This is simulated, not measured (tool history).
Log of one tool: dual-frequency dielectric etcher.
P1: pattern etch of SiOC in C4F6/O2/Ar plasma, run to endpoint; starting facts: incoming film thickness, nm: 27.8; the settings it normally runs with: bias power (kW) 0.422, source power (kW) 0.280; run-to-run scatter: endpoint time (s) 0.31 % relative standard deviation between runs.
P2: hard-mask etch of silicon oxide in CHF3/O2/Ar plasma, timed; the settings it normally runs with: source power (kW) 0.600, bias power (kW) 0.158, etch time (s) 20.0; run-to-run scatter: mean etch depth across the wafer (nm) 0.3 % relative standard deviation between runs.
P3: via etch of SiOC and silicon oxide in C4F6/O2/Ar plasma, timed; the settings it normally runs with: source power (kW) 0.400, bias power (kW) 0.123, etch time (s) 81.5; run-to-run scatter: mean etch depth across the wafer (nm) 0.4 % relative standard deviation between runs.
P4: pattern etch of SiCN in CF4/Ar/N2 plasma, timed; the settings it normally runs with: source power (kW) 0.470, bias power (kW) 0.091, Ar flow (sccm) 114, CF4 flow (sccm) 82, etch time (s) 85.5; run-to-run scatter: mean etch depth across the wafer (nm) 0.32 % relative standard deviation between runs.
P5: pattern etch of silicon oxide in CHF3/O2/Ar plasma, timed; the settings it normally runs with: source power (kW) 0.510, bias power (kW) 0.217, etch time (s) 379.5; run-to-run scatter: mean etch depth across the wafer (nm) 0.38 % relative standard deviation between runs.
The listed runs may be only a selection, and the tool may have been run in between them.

| run | hour | process that ran | bias power (kW) | source power (kW) | etch time (s) | Ar flow (sccm) | CF4 flow (sccm) | hours since the last wet clean | hours since the last bias power generator calibration | hours since the last source power generator calibration | endpoint time (s) | mean etch depth across the wafer (nm) |
|---|---|---|---|---|---|---|---|---|---|---|---|---|
| 1 | 6.4 | P1 | 0.422 | 0.280 |  |  |  | 448.6 | 943.3 | 1327.7 | 11.5180 |  |
| 2 | 18.2 | P3 | 0.123 | 0.320 | 81.5 |  |  | 460.4 | 955.1 | 1339.5 |  | 74.087 |
| 3 | 27.5 | P4 | 0.091 | 0.620 | 85.5 | 114 | 82 | 469.7 | 964.4 | 1348.8 |  | 106.540 |
| 4 | 34.2 | P5 | 0.217 | 0.510 | 548.0 |  |  | 476.4 | 971.1 | 1355.5 |  | 1099.700 |
| 5 | 41.0 | P5 | 0.301 | 0.510 | 379.5 |  |  | 483.2 | 977.9 | 1362.3 |  | 857.390 |
| 6 | 50.2 | P1 | 0.491 | 0.390 |  |  |  | 492.4 | 987.1 | 1371.5 | 9.6544 |  |
| 7 | 61.1 | P2 | 0.158 | 0.600 | 20.0 |  |  | 503.3 | 998.0 | 1382.4 |  | 37.199 |
| 8 | 70.0 | P1 | 0.422 | 0.280 |  |  |  | 512.2 | 1006.9 | 1391.3 | 11.4110 |  |
| 9 | 80.0 | P1 | 0.422 | 0.280 |  |  |  | 522.2 | 1016.9 | 1401.3 | 11.4760 |  |
| 10 | 90.5 | P3 | 0.123 | 0.400 | 81.5 |  |  | 532.7 | 1027.4 | 1411.8 |  | 81.427 |
| 11 | 98.6 | P4 | 0.091 | 0.470 | 123.0 | 114 | 82 | 540.8 | 1035.5 | 1419.9 |  | 119.510 |
| 12 | 107.9 | P1 | 0.422 | 0.160 |  |  |  | 550.1 | 1044.8 | 1429.2 | 14.0340 |  |
| 13 | 120.8 | P2 | 0.158 | 0.800 | 20.0 |  |  | 563.0 | 1057.7 | 1442.1 |  | 41.573 |
| 14 | 131.2 | P4 | 0.063 | 0.470 | 85.5 | 114 | 82 | 573.4 | 1068.1 | 1452.5 |  | 73.363 |
| 15 | 144.1 | P4 | 0.091 | 0.470 | 85.5 | 114 | 82 | 586.3 | 1081.0 | 1465.4 |  | 83.474 |
| 16 | 153.1 | P3 | 0.175 | 0.400 | 81.5 |  |  | 595.3 | 1090.0 | 1474.4 |  | 90.124 |
| 17 | 165.3 | P1 | 0.422 | 0.280 |  |  |  | 607.5 | 1102.2 | 1486.6 | 11.4630 |  |
| 18 | 171.4 | P1 | 0.422 | 0.330 |  |  |  | 613.6 | 1108.3 | 1492.7 | 10.8000 |  |
| 19 | 182.5 | P5 | 0.217 | 0.410 | 379.5 |  |  | 624.7 | 1119.4 | 1503.8 |  | 703.090 |
| 20 | 194.0 | P1 | 0.556 | 0.280 |  |  |  | 636.2 | 1130.9 | 1515.3 | 10.3110 |  |
| 21 | 207.1 | P1 | 0.422 | 0.280 |  |  |  | 649.3 | 1144.0 | 1528.4 | 11.4620 |  |
| 22 | 216.8 | P1 | 0.330 | 0.280 |  |  |  | 659.0 | 1153.7 | 1538.1 | 12.6210 |  |
| 23 | 227.4 | P2 | 0.225 | 0.600 | 20.0 |  |  | 669.6 | 1164.3 | 1548.7 |  | 41.989 |
| 24 | 238.0 | P5 | 0.217 | 0.510 | 379.5 |  |  | 680.2 | 1174.9 | 1559.3 |  | 762.600 |
| 25 | 248.3 | P3 | 0.123 | 0.400 | 51.5 |  |  | 690.5 | 1185.2 | 1569.6 |  | 51.343 |
| 26 | 256.4 | P2 | 0.158 | 0.600 | 29.0 |  |  | 698.6 | 1193.3 | 1577.7 |  | 54.023 |
| 27 | 266.4 | P4 | 0.091 | 0.470 | 85.5 | 157 | 82 | 708.6 | 1203.3 | 1587.7 |  | 79.767 |
| 28 | 279.4 | P1 | 0.422 | 0.280 |  |  |  | 721.6 | 1216.3 | 1600.7 | 11.5140 |  |
| 29 | 291.7 | P4 | 0.091 | 0.470 | 85.5 | 114 | 112 | 733.9 | 1228.6 | 1613.0 |  | 87.328 |
| 30 | 303.3 | P5 | 0.217 | 0.510 | 379.5 |  |  | 745.5 | 1240.2 | 1624.6 |  | 758.070 |
| 31 | 311.5 | P1 | 0.422 | 0.280 |  |  |  | 753.7 | 1248.4 | 1632.8 | 11.4630 |  |
| 32 | 317.4 | P1 | 0.422 | 0.280 |  |  |  | 759.6 | 1254.3 | 1638.7 | 11.4070 |  |
| 33 | 324.4 | P1 | 0.422 | 0.280 |  |  |  | 766.6 | 1261.3 | 1645.7 | 11.4110 |  |
| 34 | 330.6 | P1 | 0.422 | 0.280 |  |  |  | 772.8 | 1267.5 | 1651.9 | 11.4200 |  |
| 35 | 341.0 | P1 | 0.422 | 0.280 |  |  |  | 783.2 | 1277.9 | 1662.3 | 11.3230 |  |
|  | 341.2 | wet clean of the chamber |
| 36 | 351.8 | P1 | 0.422 | 0.280 |  |  |  | 10.6 | 1288.7 | 1673.1 | 11.3470 |  |
| 37 | 362.8 | P1 | 0.422 | 0.280 |  |  |  | 21.6 | 1299.7 | 1684.1 | 11.2870 |  |
| 38 | 371.6 | P1 | 0.422 | 0.280 |  |  |  | 30.4 | 1308.5 | 1692.9 | 11.3340 |  |
| 39 | 378.3 | P1 | 0.422 | 0.280 |  |  |  | 37.1 | 1315.2 | 1699.6 | 11.2650 |  |

What P1 gives has crept away from where it was. These 2 causes fit the log equally well, each at the size given:
A: source power that arrives over what is set, % = 4.32
B: bias power that arrives over what is set, % = 4.29
Onset of the creep was near hour 317.4.
Each remaining cause and why it is not a fit:
chamber walls in a state that raises the etch rate, %: serviced at hour 341.2, after the drift had started, without restoring the earlier output

The 4 check runs listed below each average the results of 2 wafers, and their outcomes are marked with question marks. Under which run would the listed causes produce clearly different results?
| check 1 | 385.0 | P2 | 0.158 | 0.600 | 24.5 |  |  |  |  |  |  | ? |
| check 2 | 385.0 | P5 | 0.299 | 0.510 | 534.0 |  |  |  |  |  |  | ? |
| check 3 | 385.0 | P3 | 0.170 | 0.400 | 81.5 |  |  |  |  |  |  | ? |
| check 4 | 385.0 | P4 | 0.091 | 0.470 | 122.0 | 155 | 82 |  |  |  |  | ? |

Check results expected under each cause:
| check | result | if A | if B |
|---|---|---|---|
| check 1 | mean etch depth across the wafer (nm) | 46.305 | 46.189 |
| check 2 | mean etch depth across the wafer (nm) | 1220.000 | 1219.900 |
| check 3 | mean etch depth across the wafer (nm) | 91.238 | 90.962 |
| check 4 | mean etch depth across the wafer (nm) | 118.240 | 115.800 |
How far apart the two closest causes lie, in the result that separates them most: check 1 0.25 %; check 2 0.01 %; check 3 0.3 %; check 4 2.09 %
The other checks would show nearly matching results whichever cause is true, so check 4 is the only one that separates the causes.

Check 4 has now been run. It gave: mean etch depth across the wafer (nm) 117.970. Which of the candidate causes is it?

The correct cause is A, namely: source power that arrives over what is set, %.

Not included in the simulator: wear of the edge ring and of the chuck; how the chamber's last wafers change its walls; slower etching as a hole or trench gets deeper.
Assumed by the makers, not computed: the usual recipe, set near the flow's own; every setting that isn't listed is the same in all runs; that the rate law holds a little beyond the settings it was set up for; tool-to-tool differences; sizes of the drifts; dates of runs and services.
